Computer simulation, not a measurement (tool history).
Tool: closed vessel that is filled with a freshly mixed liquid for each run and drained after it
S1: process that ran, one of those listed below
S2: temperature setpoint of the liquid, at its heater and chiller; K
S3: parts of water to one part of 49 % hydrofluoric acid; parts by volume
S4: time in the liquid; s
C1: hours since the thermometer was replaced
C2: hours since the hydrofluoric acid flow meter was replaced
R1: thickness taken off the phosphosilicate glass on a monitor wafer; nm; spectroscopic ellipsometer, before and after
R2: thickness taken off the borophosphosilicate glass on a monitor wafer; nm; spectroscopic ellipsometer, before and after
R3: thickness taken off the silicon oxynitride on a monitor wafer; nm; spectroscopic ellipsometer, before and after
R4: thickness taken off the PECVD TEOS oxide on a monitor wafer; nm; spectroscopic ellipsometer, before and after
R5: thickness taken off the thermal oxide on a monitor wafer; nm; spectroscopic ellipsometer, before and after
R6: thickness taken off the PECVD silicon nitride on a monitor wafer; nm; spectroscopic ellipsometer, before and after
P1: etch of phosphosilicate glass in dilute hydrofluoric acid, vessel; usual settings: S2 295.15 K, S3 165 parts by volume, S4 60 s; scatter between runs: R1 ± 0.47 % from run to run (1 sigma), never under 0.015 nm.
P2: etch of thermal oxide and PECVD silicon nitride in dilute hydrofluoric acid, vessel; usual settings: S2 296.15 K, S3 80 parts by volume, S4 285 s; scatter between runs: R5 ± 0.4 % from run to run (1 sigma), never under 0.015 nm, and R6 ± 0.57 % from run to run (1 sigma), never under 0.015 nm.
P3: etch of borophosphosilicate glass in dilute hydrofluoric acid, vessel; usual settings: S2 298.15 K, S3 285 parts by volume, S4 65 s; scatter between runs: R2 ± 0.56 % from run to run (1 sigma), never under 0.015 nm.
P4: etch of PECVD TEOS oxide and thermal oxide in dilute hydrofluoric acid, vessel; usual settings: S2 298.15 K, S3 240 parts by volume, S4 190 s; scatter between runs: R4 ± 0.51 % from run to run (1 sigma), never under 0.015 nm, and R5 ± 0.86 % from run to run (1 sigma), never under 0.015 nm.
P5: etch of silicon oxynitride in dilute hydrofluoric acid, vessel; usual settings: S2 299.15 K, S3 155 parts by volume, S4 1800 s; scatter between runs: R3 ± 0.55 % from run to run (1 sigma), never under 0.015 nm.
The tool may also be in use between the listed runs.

{"run": 1, "hour": 5.6, "S1": "P1", "S2": 295.15, "S3": 165, "S4": 60, "C1": 975.8, "C2": 486, "R1": 62.31}
{"run": 2, "hour": 12.6, "S1": "P3", "S2": 305.65, "S3": 285, "S4": 65, "C1": 982.8, "C2": 493, "R2": 15.914}
{"run": 3, "hour": 18.1, "S1": "P1", "S2": 299.15, "S3": 165, "S4": 60, "C1": 988.3, "C2": 498.5, "R1": 72.178}
{"run": 4, "hour": 27.4, "S1": "P1", "S2": 295.15, "S3": 165, "S4": 60, "C1": 997.6, "C2": 507.8, "R1": 62.23}
{"run": 5, "hour": 34.5, "S1": "P5", "S2": 299.15, "S3": 155, "S4": 1800, "C1": 1004.7, "C2": 514.9, "R3": 17.563}
{"run": 6, "hour": 43.6, "S1": "P1", "S2": 290.15, "S3": 75, "S4": 60, "C1": 1013.8, "C2": 524, "R1": 122.27}
{"run": 7, "hour": 53.6, "S1": "P1", "S2": 295.15, "S3": 165, "S4": 60, "C1": 1023.8, "C2": 534, "R1": 62.053}
{"run": 8, "hour": 61.5, "S1": "P4", "S2": 298.15, "S3": 240, "S4": 40, "C1": 1031.7, "C2": 541.9, "R4": 3.344, "R5": 0.66771}
{"run": 9, "hour": 72.2, "S1": "P1", "S2": 295.15, "S3": 165, "S4": 30, "C1": 1042.4, "C2": 552.6, "R1": 31.136}
{"run": 10, "hour": 79.6, "S1": "P3", "S2": 298.15, "S3": 285, "S4": 65, "C1": 1049.8, "C2": 560, "R2": 12.342}
{"run": 11, "hour": 85.0, "S1": "P1", "S2": 295.15, "S3": 165, "S4": 115, "C1": 1055.2, "C2": 565.4, "R1": 118.63}
{"hour": 87.8, "done": "thermometer replaced"}
{"run": 12, "hour": 96.0, "S1": "P1", "S2": 290.15, "S3": 165, "S4": 35, "C1": 8.3, "C2": 576.4, "R1": 29.909}
{"run": 13, "hour": 101.2, "S1": "P3", "S2": 298.15, "S3": 285, "S4": 125, "C1": 13.5, "C2": 581.6, "R2": 23.706}
{"run": 14, "hour": 106.7, "S1": "P3", "S2": 298.15, "S3": 285, "S4": 65, "C1": 19, "C2": 587.1, "R2": 12.322}
{"run": 15, "hour": 113.3, "S1": "P1", "S2": 295.15, "S3": 250, "S4": 60, "C1": 25.6, "C2": 593.7, "R1": 37.542}
{"run": 16, "hour": 118.7, "S1": "P5", "S2": 291.65, "S3": 155, "S4": 1800, "C1": 31, "C2": 599.1, "R3": 12.361}
{"run": 17, "hour": 125.3, "S1": "P1", "S2": 290.15, "S3": 165, "S4": 60, "C1": 37.6, "C2": 605.7, "R1": 50.585}
{"run": 18, "hour": 136.2, "S1": "P3", "S2": 298.15, "S3": 90, "S4": 65, "C1": 48.5, "C2": 616.6, "R2": 48.695}
{"run": 19, "hour": 144.1, "S1": "P2", "S2": 296.15, "S3": 80, "S4": 35, "C1": 56.4, "C2": 624.5, "R5": 1.9395, "R6": 0.72778}
{"run": 20, "hour": 149.7, "S1": "P1", "S2": 295.15, "S3": 165, "S4": 60, "C1": 62, "C2": 630.1, "R1": 61.952}
{"run": 21, "hour": 155.2, "S1": "P4", "S2": 298.15, "S3": 240, "S4": 190, "C1": 67.5, "C2": 635.6, "R4": 15.641, "R5": 3.1414}
{"run": 22, "hour": 165.5, "S1": "P4", "S2": 298.15, "S3": 405, "S4": 190, "C1": 77.8, "C2": 645.9, "R4": 7.8219, "R5": 1.5817}
{"run": 23, "hour": 172.1, "S1": "P5", "S2": 299.15, "S3": 95, "S4": 1800, "C1": 84.4, "C2": 652.5, "R3": 30.278}
{"run": 24, "hour": 181.1, "S1": "P1", "S2": 295.15, "S3": 165, "S4": 60, "C1": 93.4, "C2": 661.5, "R1": 62.51}
{"run": 25, "hour": 189.9, "S1": "P1", "S2": 295.15, "S3": 165, "S4": 60, "C1": 102.2, "C2": 670.3, "R1": 61.856}
{"run": 26, "hour": 199.2, "S1": "P5", "S2": 299.15, "S3": 155, "S4": 175, "C1": 111.5, "C2": 679.6, "R3": 1.7131}
{"run": 27, "hour": 205.7, "S1": "P1", "S2": 295.15, "S3": 165, "S4": 60, "C1": 118, "C2": 686.1, "R1": 61.562}
{"run": 28, "hour": 213.3, "S1": "P4", "S2": 298.15, "S3": 240, "S4": 190, "C1": 125.6, "C2": 693.7, "R4": 15.432, "R5": 3.1807}
{"run": 29, "hour": 220.1, "S1": "P1", "S2": 295.15, "S3": 80, "S4": 60, "C1": 132.4, "C2": 700.5, "R1": 140.29}
{"run": 30, "hour": 228.2, "S1": "P2", "S2": 290.15, "S3": 80, "S4": 285, "C1": 140.5, "C2": 708.6, "R5": 12.579, "R6": 3.698}
{"run": 31, "hour": 235.7, "S1": "P4", "S2": 305.15, "S3": 240, "S4": 190, "C1": 148, "C2": 716.1, "R4": 19.816, "R5": 4.0781}
{"run": 32, "hour": 243.4, "S1": "P2", "S2": 296.15, "S3": 80, "S4": 285, "C1": 155.7, "C2": 723.8, "R5": 16.064, "R6": 5.6461}
{"run": 33, "hour": 248.9, "S1": "P5", "S2": 299.15, "S3": 155, "S4": 1800, "C1": 161.2, "C2": 729.3, "R3": 17.809}
{"run": 34, "hour": 255.1, "S1": "P2", "S2": 296.15, "S3": 125, "S4": 285, "C1": 167.4, "C2": 735.5, "R5": 9.7609, "R6": 3.6459}
{"run": 35, "hour": 265.8, "S1": "P1", "S2": 295.15, "S3": 165, "S4": 60, "C1": 178.1, "C2": 746.2, "R1": 62.083}
{"run": 36, "hour": 273.8, "S1": "P1", "S2": 295.15, "S3": 165, "S4": 60, "C1": 186.1, "C2": 754.2, "R1": 63.058}
{"run": 37, "hour": 279.8, "S1": "P1", "S2": 295.15, "S3": 165, "S4": 60, "C1": 192.1, "C2": 760.2, "R1": 64.252}
{"run": 38, "hour": 287.9, "S1": "P1", "S2": 295.15, "S3": 165, "S4": 60, "C1": 200.2, "C2": 768.3, "R1": 64.023}
{"run": 39, "hour": 298.5, "S1": "P1", "S2": 295.15, "S3": 165, "S4": 60, "C1": 210.8, "C2": 778.9, "R1": 65.589}
{"run": 40, "hour": 305.6, "S1": "P1", "S2": 295.15, "S3": 165, "S4": 60, "C1": 217.9, "C2": 786, "R1": 65.03}
{"run": 41, "hour": 311.3, "S1": "P1", "S2": 295.15, "S3": 165, "S4": 60, "C1": 223.6, "C2": 791.7, "R1": 66.187}

Run 42 is up next; what results do you expect?
{"run": 42, "hour": 318.8, "S1": "P1", "S2": 295.15, "S3": 165, "S4": 60, "C1": 231.1, "C2": 799.2, "R1": "?"}

Run 42 produced R1 65.834 nm.

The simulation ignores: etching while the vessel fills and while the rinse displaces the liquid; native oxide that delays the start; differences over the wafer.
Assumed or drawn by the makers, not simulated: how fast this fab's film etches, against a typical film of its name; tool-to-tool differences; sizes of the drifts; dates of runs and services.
